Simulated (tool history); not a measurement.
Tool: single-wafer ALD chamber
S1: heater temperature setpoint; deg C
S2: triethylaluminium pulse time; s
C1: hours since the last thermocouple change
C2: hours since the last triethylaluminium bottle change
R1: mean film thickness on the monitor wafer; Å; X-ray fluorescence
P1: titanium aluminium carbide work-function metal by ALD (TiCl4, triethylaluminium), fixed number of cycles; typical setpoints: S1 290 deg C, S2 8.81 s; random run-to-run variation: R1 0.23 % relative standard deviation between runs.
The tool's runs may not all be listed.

Run 1, hour 5.4: S1 290 deg C, S2 8.81 s; C1 1254.9; C2 789.0. Result: R1 18.121 Å.
Run 2, hour 15.4: S1 290 deg C, S2 8.81 s; C1 1264.9; C2 799.0. Result: R1 18.081 Å.
Run 3, hour 27.3: S1 309 deg C, S2 4.64 s; C1 1276.8; C2 810.9. Result: R1 16.420 Å.
Run 4, hour 38.2: S1 290 deg C, S2 8.81 s; C1 1287.7; C2 821.8. Result: R1 18.027 Å.
Run 5, hour 46.3: S1 268 deg C, S2 8.81 s; C1 1295.8; C2 829.9. Result: R1 16.362 Å.
Run 6, hour 57.2: S1 290 deg C, S2 13.19 s; C1 1306.7; C2 840.8. Result: R1 18.714 Å.
Run 7, hour 66.3: S1 290 deg C, S2 3.43 s; C1 1315.8; C2 849.9. Result: R1 13.212 Å.
Run 8, hour 74.8: S1 290 deg C, S2 8.81 s; C1 1324.3; C2 858.4. Result: R1 18.116 Å.
Run 9, hour 80.1: S1 305 deg C, S2 8.81 s; C1 1329.6; C2 863.7. Result: R1 19.370 Å.
Run 10, hour 87.0: S1 290 deg C, S2 8.81 s; C1 1336.5; C2 870.6. Result: R1 18.047 Å.
Run 11, hour 97.8: S1 290 deg C, S2 8.81 s; C1 1347.3; C2 881.4. Result: R1 17.912 Å.
Run 12, hour 108.0: S1 290 deg C, S2 8.81 s; C1 1357.5; C2 891.6. Result: R1 17.818 Å.
Run 13, hour 113.4: S1 290 deg C, S2 8.81 s; C1 1362.9; C2 897.0. Result: R1 17.853 Å.
Run 14, hour 120.3: S1 290 deg C, S2 8.81 s; C1 1369.8; C2 903.9. Result: R1 17.830 Å.
Run 15, hour 126.5: S1 290 deg C, S2 8.81 s; C1 1376.0; C2 910.1. Result: R1 17.770 Å.
Run 16, hour 136.0: S1 290 deg C, S2 8.81 s; C1 1385.5; C2 919.6. Result: R1 17.708 Å.
Run 17, hour 146.5: S1 290 deg C, S2 8.81 s; C1 1396.0; C2 930.1. Result: R1 17.722 Å.
Run 18, hour 153.7: S1 290 deg C, S2 8.81 s; C1 1403.2; C2 937.3. Result: R1 17.728 Å.
Run 19, hour 162.7: S1 290 deg C, S2 8.81 s; C1 1412.2; C2 946.3. Result: R1 17.712 Å.
Run 20, hour 169.9: S1 290 deg C, S2 8.81 s; C1 1419.4; C2 953.5. Result: R1 17.671 Å.

What P1 gives has crept away from where it was. These 2 causes fit the log equally well, each at the size given:
A: wafer temperature below the value expected at the setpoint (K) = 4.68
B: triethylaluminium dose below that of a fresh bottle (%) = 11.5
At approximately hour 87.0, the process output began to creep.

Consider the 4 single-wafer check runs listed below, results given as question marks: which one distinguishes between the causes by giving clearly different results for each?
Run check 1, hour 177.1: S1 276 deg C, S2 4.15 s. Result: R1 ?.
Run check 2, hour 177.1: S1 301 deg C, S2 8.81 s. Result: R1 ?.
Run check 3, hour 177.1: S1 270 deg C, S2 8.81 s. Result: R1 ?.
Run check 4, hour 177.1: S1 303 deg C, S2 8.81 s. Result: R1 ?.

Outcome of each check run for each possible cause:
  check  result    if A    if B
check 1      R1  13.249  12.786
check 2      R1  18.598  18.582
check 3      R1  16.099  16.124
check 4      R1  18.762  18.743
Minimum pairwise separation of causes per check, each pair taken at its best-separating result: check 1 3.55 %; check 2 0.08 %; check 3 0.16 %; check 4 0.1 %
Of the check runs offered, only check 1 discriminates between the causes; the rest would read about the same regardless of which cause applies.

With check 1 done, the readings were: R1 13.271 Å. Identify which of the listed causes applies.

The cause is A: wafer temperature below the value expected at the setpoint (K).
